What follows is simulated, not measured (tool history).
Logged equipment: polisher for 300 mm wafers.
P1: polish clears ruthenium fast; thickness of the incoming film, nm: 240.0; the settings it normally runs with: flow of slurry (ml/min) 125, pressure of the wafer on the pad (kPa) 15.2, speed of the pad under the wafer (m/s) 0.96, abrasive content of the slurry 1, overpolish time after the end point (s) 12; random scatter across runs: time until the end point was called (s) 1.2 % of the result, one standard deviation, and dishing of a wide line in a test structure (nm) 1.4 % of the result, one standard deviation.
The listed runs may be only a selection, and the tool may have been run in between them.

run  hour  flow of slurry (ml/min)  pressure of the wafer on the pad (kPa)  speed of the pad under the wafer (m/s)  abrasive content of the slurry  overpolish time after the end point (s)  wafers polished on this pad  hours since the slurry nozzle was cleaned  hours since the head pressure was calibrated  hours since the slurry blender was calibrated  time until the end point was called (s)  dishing of a wide line in a test structure (nm)
  1   5.9                      125                                    15.2                                    0.96                               1                                       12                          450                                        153                                         810.3                                          113.3                                   80.867                                           27.321
  2  10.9                      125                                    15.2                                    0.96                               1                                        4                          479                                        158                                         815.3                                          118.3                                   80.129                                           10.163
  3  16.5                      195                                    15.2                                    0.96                               1                                       12                          512                                      163.6                                         820.9                                          123.9                                    75.23                                             30.6
  4  22.9                      125                                    15.2                                    0.96                             1.4                                       12                          550                                        170                                         827.3                                          130.3                                    70.37                                           32.794
  5  26.8                      125                                    15.2                                    0.96                               1                                       12                          573                                      173.9                                         831.2                                          134.2                                    80.64                                           28.359
  6  30.3                      125                                    15.2                                    0.96                               1                                       12                          593                                      177.4                                         834.7                                          137.7                                   83.314                                           27.892
       32  -- head pressure recalibrated
  7  34.4                      125                                    15.2                                    1.38                             0.5                                       12                          617                                      181.5                                           2.5                                          141.8                                   84.846                                           28.375
  8  39.8                       75                                    15.2                                    0.96                               1                                       12                          649                                      186.9                                           7.9                                          147.2                                   92.039                                           25.324
  9  44.8                      125                                    15.2                                    0.72                               1                                       12                          678                                      191.9                                          12.9                                          152.2                                   109.52                                           21.314
 10  48.5                      125                                    15.2                                    0.96                            0.75                                       12                          700                                      195.6                                          16.6                                          155.9                                   93.884                                           24.849
 11  53.6                      125                                    10.3                                    0.96                               1                                       12                          730                                      200.7                                          21.7                                            161                                   119.21                                             19.8
 12  56.9                      125                                    15.2                                    0.96                               1                                       23                          749                                        204                                            25                                          164.3                                   81.645                                           49.667
 13  60.2                      125                                    15.2                                    1.52                               1                                       12                          769                                      207.3                                          28.3                                          167.6                                    51.26                                           42.565
 14  63.1                      125                                    15.2                                    0.96                               1                                       12                          786                                      210.2                                          31.2                                          170.5                                   81.371                                           27.987

Run 15, settings as shown, results not yet in. Your forecast:
 15  69.4                      125                                    24.1                                    0.96                               1                                       12                          823                                      216.5                                          37.5                                          176.8                                        ?                                                ?

time until the end point was called (s): 51.15
dishing of a wide line in a test structure (nm): 44.021

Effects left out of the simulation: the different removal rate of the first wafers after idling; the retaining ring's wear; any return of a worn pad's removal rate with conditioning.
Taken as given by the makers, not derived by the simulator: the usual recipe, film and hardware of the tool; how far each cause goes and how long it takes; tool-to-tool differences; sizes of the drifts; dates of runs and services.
